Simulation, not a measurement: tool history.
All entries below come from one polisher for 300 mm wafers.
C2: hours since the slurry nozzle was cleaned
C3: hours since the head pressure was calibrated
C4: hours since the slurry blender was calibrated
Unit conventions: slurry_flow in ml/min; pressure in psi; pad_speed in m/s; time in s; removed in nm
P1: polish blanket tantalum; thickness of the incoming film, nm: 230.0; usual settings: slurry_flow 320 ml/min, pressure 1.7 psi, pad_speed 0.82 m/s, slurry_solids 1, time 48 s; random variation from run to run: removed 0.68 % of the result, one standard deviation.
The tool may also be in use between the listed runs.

run 1 hour=5.9 | slurry_flow=320 pressure=1.7 pad_speed=0.82 slurry_solids=1 time=48 | wafers_polished_on_this_pad=169 C2=248.4 C3=715.4 C4=44.4 | removed=49.365
run 2 hour=11.8 | slurry_flow=320 pressure=1.7 pad_speed=0.82 slurry_solids=1.4 time=48 | wafers_polished_on_this_pad=218 C2=254.3 C3=721.3 C4=50.3 | removed=54.341
run 3 hour=17.4 | slurry_flow=320 pressure=1.7 pad_speed=0.82 slurry_solids=1 time=67 | wafers_polished_on_this_pad=264 C2=259.9 C3=726.9 C4=55.9 | removed=69.063
run 4 hour=24.9 | slurry_flow=320 pressure=1.7 pad_speed=0.82 slurry_solids=1 time=48 | wafers_polished_on_this_pad=326 C2=267.4 C3=734.4 C4=63.4 | removed=49.234
run 5 hour=29.7 | slurry_flow=320 pressure=1.7 pad_speed=0.82 slurry_solids=1 time=48 | wafers_polished_on_this_pad=366 C2=272.2 C3=739.2 C4=68.2 | removed=49.983
run 6 hour=35.2 | slurry_flow=320 pressure=1.7 pad_speed=0.82 slurry_solids=1 time=48 | wafers_polished_on_this_pad=412 C2=277.7 C3=744.7 C4=73.7 | removed=49.589
run 7 hour=39.2 | slurry_flow=320 pressure=1.7 pad_speed=0.82 slurry_solids=0.5 time=48 | wafers_polished_on_this_pad=445 C2=281.7 C3=748.7 C4=77.7 | removed=38.513
run 8 hour=43.9 | slurry_flow=455 pressure=1.7 pad_speed=0.82 slurry_solids=1 time=34 | wafers_polished_on_this_pad=484 C2=286.4 C3=753.4 C4=82.4 | removed=36.754
run 9 hour=49.5 | slurry_flow=320 pressure=0.8 pad_speed=0.82 slurry_solids=1 time=48 | wafers_polished_on_this_pad=531 C2=292 C3=759 C4=88 | removed=23.311
run 10 hour=53.8 | slurry_flow=320 pressure=1.7 pad_speed=0.82 slurry_solids=1 time=48 | wafers_polished_on_this_pad=566 C2=296.3 C3=763.3 C4=92.3 | removed=49.06
-- hour=56.8 slurry nozzle cleaned
run 11 hour=59.3 | slurry_flow=320 pressure=0.8 pad_speed=0.48 slurry_solids=1 time=48 | wafers_polished_on_this_pad=612 C2=2.6 C3=768.8 C4=97.8 | removed=13.544
run 12 hour=63.3 | slurry_flow=320 pressure=1.7 pad_speed=0.82 slurry_solids=1 time=48 | wafers_polished_on_this_pad=645 C2=6.6 C3=772.8 C4=101.8 | removed=49.871
run 13 hour=70.3 | slurry_flow=320 pressure=1.7 pad_speed=1.28 slurry_solids=1 time=48 | wafers_polished_on_this_pad=703 C2=13.6 C3=779.8 C4=108.8 | removed=77.277
run 14 hour=75.2 | slurry_flow=320 pressure=1.7 pad_speed=0.82 slurry_solids=1 time=36 | wafers_polished_on_this_pad=744 C2=18.5 C3=784.7 C4=113.7 | removed=37.34
run 15 hour=80.9 | slurry_flow=320 pressure=1.7 pad_speed=0.42 slurry_solids=1 time=48 | wafers_polished_on_this_pad=791 C2=24.2 C3=790.4 C4=119.4 | removed=25.227
run 16 hour=87.2 | slurry_flow=400 pressure=1.7 pad_speed=0.82 slurry_solids=1 time=48 | wafers_polished_on_this_pad=844 C2=30.5 C3=796.7 C4=125.7 | removed=50.433
run 17 hour=91.3 | slurry_flow=190 pressure=1.7 pad_speed=0.82 slurry_solids=1 time=48 | wafers_polished_on_this_pad=878 C2=34.6 C3=800.8 C4=129.8 | removed=46.804
run 18 hour=95 | slurry_flow=320 pressure=2.4 pad_speed=0.82 slurry_solids=1 time=48 | wafers_polished_on_this_pad=908 C2=38.3 C3=804.5 C4=133.5 | removed=69.721
run 19 hour=98.8 | slurry_flow=320 pressure=1.7 pad_speed=0.82 slurry_solids=1 time=48 | wafers_polished_on_this_pad=940 C2=42.1 C3=808.3 C4=137.3 | removed=49.803
run 20 hour=106.5 | slurry_flow=320 pressure=1.7 pad_speed=0.82 slurry_solids=1 time=48 | wafers_polished_on_this_pad=1004 C2=49.8 C3=816 C4=145 | removed=46.537
run 21 hour=111.7 | slurry_flow=320 pressure=1.7 pad_speed=0.82 slurry_solids=1 time=48 | wafers_polished_on_this_pad=1047 C2=55 C3=821.2 C4=150.2 | removed=45.602
run 22 hour=119.4 | slurry_flow=320 pressure=1.7 pad_speed=0.82 slurry_solids=1 time=48 | wafers_polished_on_this_pad=1111 C2=62.7 C3=828.9 C4=157.9 | removed=44.39

What does the tool deliver on the next run?
run 23 hour=122.9 | slurry_flow=320 pressure=1.7 pad_speed=0.82 slurry_solids=1 time=48 | wafers_polished_on_this_pad=1140 C2=66.2 C3=832.4 C4=161.4 | removed=?

removed: 44.744 nm

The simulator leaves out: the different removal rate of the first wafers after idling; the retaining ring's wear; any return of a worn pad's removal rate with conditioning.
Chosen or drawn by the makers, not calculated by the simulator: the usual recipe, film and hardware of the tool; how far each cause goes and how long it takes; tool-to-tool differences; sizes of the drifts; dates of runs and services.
